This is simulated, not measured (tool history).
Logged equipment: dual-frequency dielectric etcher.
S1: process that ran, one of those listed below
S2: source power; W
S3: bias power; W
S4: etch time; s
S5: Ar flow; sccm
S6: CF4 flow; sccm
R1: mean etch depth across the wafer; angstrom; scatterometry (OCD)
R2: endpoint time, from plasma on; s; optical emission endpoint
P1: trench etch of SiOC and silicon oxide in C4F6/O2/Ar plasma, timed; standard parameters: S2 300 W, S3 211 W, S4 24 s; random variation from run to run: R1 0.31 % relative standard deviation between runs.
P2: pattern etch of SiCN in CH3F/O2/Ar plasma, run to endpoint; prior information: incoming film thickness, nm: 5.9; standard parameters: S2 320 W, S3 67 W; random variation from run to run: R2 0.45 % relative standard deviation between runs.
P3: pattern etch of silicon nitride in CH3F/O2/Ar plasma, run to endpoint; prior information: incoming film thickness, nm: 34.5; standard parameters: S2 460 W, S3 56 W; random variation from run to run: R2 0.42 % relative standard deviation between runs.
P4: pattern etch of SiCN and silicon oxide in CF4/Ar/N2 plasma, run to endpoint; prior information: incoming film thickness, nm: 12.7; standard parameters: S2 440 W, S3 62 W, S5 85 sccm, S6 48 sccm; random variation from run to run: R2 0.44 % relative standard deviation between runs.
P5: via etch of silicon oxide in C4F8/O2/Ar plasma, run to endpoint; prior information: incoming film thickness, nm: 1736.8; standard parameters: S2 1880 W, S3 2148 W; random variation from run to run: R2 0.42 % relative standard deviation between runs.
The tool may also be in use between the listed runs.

{"run": 1, "hour": 9.5, "S1": "P1", "S2": 300, "S3": 211, "S4": 24, "R1": 456.16}
{"run": 2, "hour": 26.4, "S1": "P3", "S2": 460, "S3": 36, "R2": 59.862}
{"run": 3, "hour": 43.6, "S1": "P4", "S2": 440, "S3": 86, "S5": 85, "S6": 48, "R2": 14.777}
{"run": 4, "hour": 52.4, "S1": "P4", "S2": 440, "S3": 62, "S5": 53, "S6": 48, "R2": 15.392}
{"run": 5, "hour": 71.8, "S1": "P4", "S2": 440, "S3": 62, "S5": 85, "S6": 68, "R2": 15.704}
{"run": 6, "hour": 91.1, "S1": "P2", "S2": 320, "S3": 67, "R2": 17.415}
{"run": 7, "hour": 110.1, "S1": "P1", "S2": 300, "S3": 211, "S4": 24, "R1": 453.48}
{"run": 8, "hour": 125.3, "S1": "P1", "S2": 300, "S3": 147, "S4": 18, "R1": 303.87}
{"run": 9, "hour": 137.4, "S1": "P4", "S2": 580, "S3": 62, "S5": 85, "S6": 48, "R2": 12.96}
{"run": 10, "hour": 147.2, "S1": "P2", "S2": 200, "S3": 67, "R2": 20.963}
{"run": 11, "hour": 164.2, "S1": "P5", "S2": 1880, "S3": 1296, "R2": 401.35}
{"run": 12, "hour": 173.6, "S1": "P1", "S2": 300, "S3": 161, "S4": 24, "R1": 416.44}
{"run": 13, "hour": 186.9, "S1": "P1", "S2": 300, "S3": 211, "S4": 34, "R1": 643.68}
{"run": 14, "hour": 202.7, "S1": "P3", "S2": 460, "S3": 56, "R2": 52.666}
{"run": 15, "hour": 219.9, "S1": "P1", "S2": 300, "S3": 266, "S4": 31.5, "R1": 651.93}
{"run": 16, "hour": 229.2, "S1": "P1", "S2": 300, "S3": 293, "S4": 24, "R1": 513.57}
{"run": 17, "hour": 240.2, "S1": "P4", "S2": 440, "S3": 62, "S5": 85, "S6": 48, "R2": 16.487}
{"run": 18, "hour": 254.7, "S1": "P1", "S2": 300, "S3": 211, "S4": 13.5, "R1": 255.24}
{"run": 19, "hour": 273.7, "S1": "P5", "S2": 2480, "S3": 2148, "R2": 312.74}
{"run": 20, "hour": 291.3, "S1": "P1", "S2": 210, "S3": 211, "S4": 24, "R1": 397.03}
{"hour": 296.6, "done": "wet clean of the chamber"}
{"run": 21, "hour": 302.7, "S1": "P2", "S2": 320, "S3": 67, "R2": 17.378}
{"run": 22, "hour": 320.0, "S1": "P1", "S2": 300, "S3": 211, "S4": 24, "R1": 455.21}
{"run": 23, "hour": 338.9, "S1": "P3", "S2": 560, "S3": 56, "R2": 48.926}
{"run": 24, "hour": 349.1, "S1": "P5", "S2": 1880, "S3": 2148, "R2": 347.99}
{"run": 25, "hour": 363.0, "S1": "P1", "S2": 300, "S3": 211, "S4": 24, "R1": 455.13}
{"run": 26, "hour": 372.7, "S1": "P1", "S2": 300, "S3": 211, "S4": 24, "R1": 454.81}
{"run": 27, "hour": 384.3, "S1": "P4", "S2": 440, "S3": 62, "S5": 85, "S6": 48, "R2": 16.472}
{"run": 28, "hour": 397.7, "S1": "P1", "S2": 410, "S3": 211, "S4": 24, "R1": 511.11}
{"run": 29, "hour": 406.4, "S1": "P1", "S2": 300, "S3": 211, "S4": 24, "R1": 454.75}
{"run": 30, "hour": 424.6, "S1": "P2", "S2": 320, "S3": 92, "R2": 15.451}

Expected results for the next run?
{"run": 31, "hour": 433.4, "S1": "P1", "S2": 300, "S3": 211, "S4": 24, "R1": "?"}

{"run 31": {"R1": 454.61}}

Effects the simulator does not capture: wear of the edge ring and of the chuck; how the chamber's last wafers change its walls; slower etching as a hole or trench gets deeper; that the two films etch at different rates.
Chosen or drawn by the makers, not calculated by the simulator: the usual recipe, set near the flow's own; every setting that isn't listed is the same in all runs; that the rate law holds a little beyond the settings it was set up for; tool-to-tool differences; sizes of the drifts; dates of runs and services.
